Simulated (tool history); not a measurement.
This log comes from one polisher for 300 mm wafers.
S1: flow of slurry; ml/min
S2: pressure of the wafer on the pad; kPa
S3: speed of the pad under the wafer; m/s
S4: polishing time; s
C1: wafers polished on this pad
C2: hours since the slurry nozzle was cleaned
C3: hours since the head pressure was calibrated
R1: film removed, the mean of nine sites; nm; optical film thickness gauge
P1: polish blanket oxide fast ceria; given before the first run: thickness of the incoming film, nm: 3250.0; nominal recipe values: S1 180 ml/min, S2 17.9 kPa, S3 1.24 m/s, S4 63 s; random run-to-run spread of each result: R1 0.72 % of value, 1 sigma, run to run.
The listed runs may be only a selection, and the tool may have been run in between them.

run,hour,S1,S2,S3,S4,C1,C2,C3,R1
1,6.2,180,17.9,1.24,63,562,551.8,247.4,961.81
2,18.1,180,17.9,1.24,63,703,563.7,259.3,964.50
3,28.3,285,17.9,1.24,63,824,573.9,269.5,1003.30
4,34.4,180,17.9,1.24,82,896,580.0,275.6,1264.50
5,44.8,260,17.9,1.68,63,1019,590.4,286.0,1369.60
6,56.5,180,26.2,0.64,63,1158,602.1,297.7,719.68
7,63.7,180,17.9,1.24,63,1243,609.3,304.9,981.70
8,72.3,180,26.2,1.24,63,1345,617.9,313.5,1400.10
9,82.7,180,17.9,1.24,63,1468,628.3,323.9,966.20
10,94.7,180,17.9,1.24,63,1610,640.3,335.9,981.35
11,104.6,180,9.0,1.24,63,1728,650.2,345.8,487.24
12,111.5,180,17.9,1.24,63,1809,657.1,352.7,965.30
# hour 121.0: slurry nozzle cleaned
13,121.1,125,17.9,1.70,63,1923,0.1,362.3,1249.70
14,131.7,180,17.9,0.74,63,2049,10.7,372.9,576.04
15,137.9,180,17.9,1.98,63,2122,16.9,379.1,1552.50
16,150.9,180,17.9,1.24,63,2276,29.9,392.1,957.54
17,160.5,180,17.9,1.24,28,2390,39.5,401.7,432.70
18,167.9,110,17.9,1.24,63,2478,46.9,409.1,879.63
19,177.3,180,17.9,1.24,63,2589,56.3,418.5,984.10
20,186.0,180,17.9,1.24,63,2692,65.0,427.2,947.71
21,196.1,180,17.9,1.24,63,2812,75.1,437.3,919.08
22,203.7,180,17.9,1.24,63,2902,82.7,444.9,914.41
23,210.7,180,17.9,1.24,63,2985,89.7,451.9,914.77
24,216.8,180,17.9,1.24,63,3057,95.8,458.0,913.85
25,223.5,180,17.9,1.24,63,3137,102.5,464.7,907.05
# hour 234.1: head pressure recalibrated
26,236.8,180,17.9,1.24,63,3294,115.8,2.8,899.68
27,244.9,180,17.9,1.24,63,3390,123.9,10.9,893.48
28,251.5,180,17.9,1.24,63,3468,130.5,17.5,899.88
29,261.7,180,17.9,1.24,63,3589,140.7,27.7,903.32

The log shows P1 creeping away from where it was. Any of the 2 causes listed here, at the size stated for it, fits the log just as well as the others:
A: removal rate lost through wear of the pad, % = 6.91
B: slurry flow missing at the pad, % = 33.1
The process output started creeping at around hour 177.3.
The rest of the possible causes, and what rules out each one:
head's pressure below its setpoint, %: maintenance at hour 234.1, after the shift began, did not return the process to its former output

Which of the check runs below tells the causes apart, meaning the causes would give it clearly different results? Each run uses 5 wafers whose results are averaged, and each result is shown as a question mark.
check 1,271.9,180,17.9,1.92,50,,,,?
check 2,271.9,180,13.1,1.24,63,,,,?
check 3,271.9,280,17.9,1.24,63,,,,?
check 4,271.9,180,17.9,0.78,38,,,,?

What every check run would give for each of its results, assuming each possible cause in turn:
check,result,if A,if B
check 1,R1,1107.00,1107.10
check 2,R1,658.26,658.32
check 3,R1,949.87,973.22
check 4,R1,341.77,341.80
Smallest distance between any two causes, each pair judged by its most separating result, in per cent: check 1 0.01 %; check 2 0.01 %; check 3 2.43 %; check 4 0.01 %
The other checks would show nearly matching results whichever cause is true, so check 3 is the only one that separates the causes.

Then check 3 was run and gave: R1 979.38 nm. Which cause is it?

B is the cause: slurry flow missing at the pad, %.
